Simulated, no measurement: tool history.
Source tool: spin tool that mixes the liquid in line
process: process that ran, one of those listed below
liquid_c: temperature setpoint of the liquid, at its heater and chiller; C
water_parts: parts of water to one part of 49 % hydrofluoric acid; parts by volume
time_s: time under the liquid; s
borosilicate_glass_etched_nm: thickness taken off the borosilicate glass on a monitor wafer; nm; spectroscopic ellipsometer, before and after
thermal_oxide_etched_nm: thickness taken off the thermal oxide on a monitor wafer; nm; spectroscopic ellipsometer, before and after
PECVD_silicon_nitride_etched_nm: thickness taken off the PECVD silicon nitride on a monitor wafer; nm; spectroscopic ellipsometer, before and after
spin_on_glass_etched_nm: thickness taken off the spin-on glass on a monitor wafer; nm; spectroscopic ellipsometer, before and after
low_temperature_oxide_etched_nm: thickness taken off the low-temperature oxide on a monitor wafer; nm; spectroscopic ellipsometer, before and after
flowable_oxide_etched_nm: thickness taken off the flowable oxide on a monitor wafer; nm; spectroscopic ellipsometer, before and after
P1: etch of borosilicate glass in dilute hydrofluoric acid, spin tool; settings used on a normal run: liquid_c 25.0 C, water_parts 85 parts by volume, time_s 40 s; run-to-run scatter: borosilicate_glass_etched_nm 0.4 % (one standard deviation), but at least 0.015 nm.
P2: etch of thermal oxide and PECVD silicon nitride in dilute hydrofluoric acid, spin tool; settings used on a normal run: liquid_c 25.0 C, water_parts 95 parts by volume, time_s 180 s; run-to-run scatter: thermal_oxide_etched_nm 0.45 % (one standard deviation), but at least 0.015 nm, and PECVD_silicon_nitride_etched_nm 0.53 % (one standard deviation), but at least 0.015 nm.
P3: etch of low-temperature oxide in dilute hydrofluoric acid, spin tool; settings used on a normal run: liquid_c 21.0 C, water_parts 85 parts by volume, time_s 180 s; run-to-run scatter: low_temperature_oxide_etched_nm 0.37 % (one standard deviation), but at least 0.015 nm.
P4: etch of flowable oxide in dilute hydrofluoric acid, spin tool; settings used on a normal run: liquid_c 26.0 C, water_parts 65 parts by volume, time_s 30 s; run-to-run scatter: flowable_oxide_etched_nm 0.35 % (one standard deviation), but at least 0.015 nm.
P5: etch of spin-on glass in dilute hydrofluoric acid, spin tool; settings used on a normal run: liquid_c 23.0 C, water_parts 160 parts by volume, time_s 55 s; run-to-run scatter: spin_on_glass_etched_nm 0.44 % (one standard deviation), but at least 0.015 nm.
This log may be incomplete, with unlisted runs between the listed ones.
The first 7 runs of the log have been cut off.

run	hour	process	liquid_c	water_parts	time_s	hours since the thermometer was replaced	hours since the hydrofluoric acid flow meter was replaced	borosilicate_glass_etched_nm	thermal_oxide_etched_nm	PECVD_silicon_nitride_etched_nm	spin_on_glass_etched_nm	low_temperature_oxide_etched_nm	flowable_oxide_etched_nm
8	99.1	P1	25.0	85	40	916.0	596.6	8.5472					
9	107.6	P5	31.5	160	55	924.5	605.1				15.9420		
10	124.3	P2	29.0	95	180	941.2	621.8		11.4580	13.438			
11	140.9	P3	21.0	85	180	957.8	638.4					20.2700	
12	157.1	P1	25.0	85	20	974.0	654.6	4.2881					
13	170.6	P3	29.0	85	180	987.5	668.1					27.8070	
14	183.6	P4	17.5	65	30	1000.5	681.1						22.753
15	195.9	P4	26.0	65	45	1012.8	693.4						49.067
16	206.2	P1	25.0	85	60	1023.1	703.7	12.8950					
17	216.2	P1	25.0	45	40	1033.1	713.7	16.9200					
18	225.3	P4	26.0	105	30	1042.2	722.8						19.160
19	243.2	P1	19.5	85	40	1060.1	740.7	6.8354					
20	259.6	P5	23.0	160	15	1076.5	757.1				3.2187		
21	270.8	P4	26.0	65	30	1087.7	768.3						32.798
22	280.6	P1	33.0	85	40	1097.5	778.1	11.6090					
23	296.8	P3	21.0	50	180	1113.7	794.3					36.0930	
24	312.1	P1	21.0	115	40	1129.0	809.6	5.1872					
25	323.4	P1	25.0	85	40	1140.3	820.9	8.5562					
26	332.3	P1	25.0	115	40	1149.2	829.8	6.0785					
27	346.4	P3	21.0	85	35	1163.3	843.9					3.9653	
28	363.9	P5	23.0	45	55	1180.8	861.4				47.5270		
29	374.5	P2	25.0	95	345	1191.4	872.0		18.7020	19.848			
30	383.5	P1	25.0	85	40	1200.4	881.0	8.5246					
31	399.3	P1	25.0	85	40	1216.2	896.8	8.3291					
32	416.6	P1	25.0	85	40	1233.5	914.1	8.1486					

Predict the results of run 33:
33	434.7	P1	25.0	85	40	1251.6	932.2	?					

Run 33 yielded borosilicate_glass_etched_nm 7.9838 nm.

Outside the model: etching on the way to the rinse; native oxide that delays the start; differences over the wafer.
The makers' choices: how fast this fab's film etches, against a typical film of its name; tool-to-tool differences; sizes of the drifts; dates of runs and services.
